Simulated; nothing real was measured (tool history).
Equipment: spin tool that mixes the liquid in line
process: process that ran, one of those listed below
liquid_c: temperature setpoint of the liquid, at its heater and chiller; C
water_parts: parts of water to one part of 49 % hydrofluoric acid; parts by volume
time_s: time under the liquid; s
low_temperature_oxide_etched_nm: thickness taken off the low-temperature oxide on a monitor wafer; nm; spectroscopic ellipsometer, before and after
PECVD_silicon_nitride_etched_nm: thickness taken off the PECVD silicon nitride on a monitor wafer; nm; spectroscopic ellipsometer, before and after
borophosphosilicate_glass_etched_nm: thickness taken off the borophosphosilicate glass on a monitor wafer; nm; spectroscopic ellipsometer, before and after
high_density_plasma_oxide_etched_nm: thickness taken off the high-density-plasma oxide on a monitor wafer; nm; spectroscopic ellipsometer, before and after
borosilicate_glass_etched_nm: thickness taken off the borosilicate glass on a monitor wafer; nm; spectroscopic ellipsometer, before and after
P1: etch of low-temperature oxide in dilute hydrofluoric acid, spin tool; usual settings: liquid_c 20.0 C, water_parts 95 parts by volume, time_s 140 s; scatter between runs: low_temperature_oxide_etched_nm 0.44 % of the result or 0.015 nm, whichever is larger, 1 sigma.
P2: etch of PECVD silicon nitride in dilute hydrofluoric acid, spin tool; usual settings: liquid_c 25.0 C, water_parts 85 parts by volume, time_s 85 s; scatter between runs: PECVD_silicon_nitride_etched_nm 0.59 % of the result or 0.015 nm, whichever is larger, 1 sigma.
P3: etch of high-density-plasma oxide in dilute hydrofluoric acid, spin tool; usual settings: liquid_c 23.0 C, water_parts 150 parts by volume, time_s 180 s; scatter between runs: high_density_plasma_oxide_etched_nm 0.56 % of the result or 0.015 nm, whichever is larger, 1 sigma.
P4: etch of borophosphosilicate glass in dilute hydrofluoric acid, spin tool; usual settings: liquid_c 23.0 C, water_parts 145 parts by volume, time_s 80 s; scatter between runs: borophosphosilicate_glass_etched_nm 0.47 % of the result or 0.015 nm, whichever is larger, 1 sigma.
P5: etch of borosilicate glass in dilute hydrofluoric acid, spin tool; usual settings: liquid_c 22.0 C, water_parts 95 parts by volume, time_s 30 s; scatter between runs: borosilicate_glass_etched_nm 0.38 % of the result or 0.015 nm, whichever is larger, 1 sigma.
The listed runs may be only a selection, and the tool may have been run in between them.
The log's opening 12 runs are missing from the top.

| run | hour | process | liquid_c | water_parts | time_s | hours since the thermometer was replaced | hours since the hydrofluoric acid flow meter was replaced | low_temperature_oxide_etched_nm | PECVD_silicon_nitride_etched_nm | borophosphosilicate_glass_etched_nm | high_density_plasma_oxide_etched_nm | borosilicate_glass_etched_nm |
|---|---|---|---|---|---|---|---|---|---|---|---|---|
| 13 | 52.3 | P1 | 20.0 | 95 | 140 | 12.0 | 344.2 | 44.4760 |  |  |  |  |
| 14 | 55.8 | P1 | 20.0 | 95 | 30 | 15.5 | 347.7 | 9.5681 |  |  |  |  |
| 15 | 61.0 | P4 | 18.5 | 145 | 80 | 20.7 | 352.9 |  |  | 15.653 |  |  |
| 16 | 66.1 | P5 | 22.0 | 95 | 55 | 25.8 | 358.0 |  |  |  |  | 17.0480 |
| 17 | 69.2 | P2 | 25.0 | 85 | 85 | 28.9 | 361.1 |  | 6.0667 |  |  |  |
| 18 | 74.1 | P1 | 17.0 | 95 | 140 | 33.8 | 366.0 | 39.1920 |  |  |  |  |
| 19 | 78.3 | P3 | 27.0 | 150 | 180 | 38.0 | 370.2 |  |  |  | 7.4728 |  |
| 20 | 81.8 | P5 | 17.0 | 95 | 30 | 41.5 | 373.7 |  |  |  |  | 7.5777 |
| 21 | 87.3 | P1 | 20.0 | 20 | 140 | 47.0 | 379.2 | 231.6600 |  |  |  |  |
| 22 | 92.5 | P1 | 20.0 | 95 | 140 | 52.2 | 384.4 | 44.4200 |  |  |  |  |
| 23 | 96.4 | P1 | 20.0 | 95 | 140 | 56.1 | 388.3 | 44.2110 |  |  |  |  |
| 24 | 101.2 | P4 | 23.0 | 145 | 120 | 60.9 | 393.1 |  |  | 28.375 |  |  |
| 25 | 106.4 | P5 | 22.0 | 95 | 30 | 66.1 | 398.3 |  |  |  |  | 9.2657 |
| 26 | 110.2 | P3 | 23.0 | 250 | 180 | 69.9 | 402.1 |  |  |  | 3.4972 |  |
| 27 | 115.5 | P1 | 20.0 | 95 | 280 | 75.2 | 407.4 | 88.4060 |  |  |  |  |
| 28 | 120.5 | P1 | 20.0 | 35 | 230 | 80.2 | 412.4 | 213.2100 |  |  |  |  |
| 29 | 124.1 | P3 | 23.0 | 150 | 180 | 83.8 | 416.0 |  |  |  | 6.4471 |  |

Predict the results of run 30:
| 30 | 128.2 | P1 | 20.0 | 140 | 140 | 87.9 | 420.1 | ? |  |  |  |  |

{"run 30": {"low_temperature_oxide_etched_nm": 28.748}}
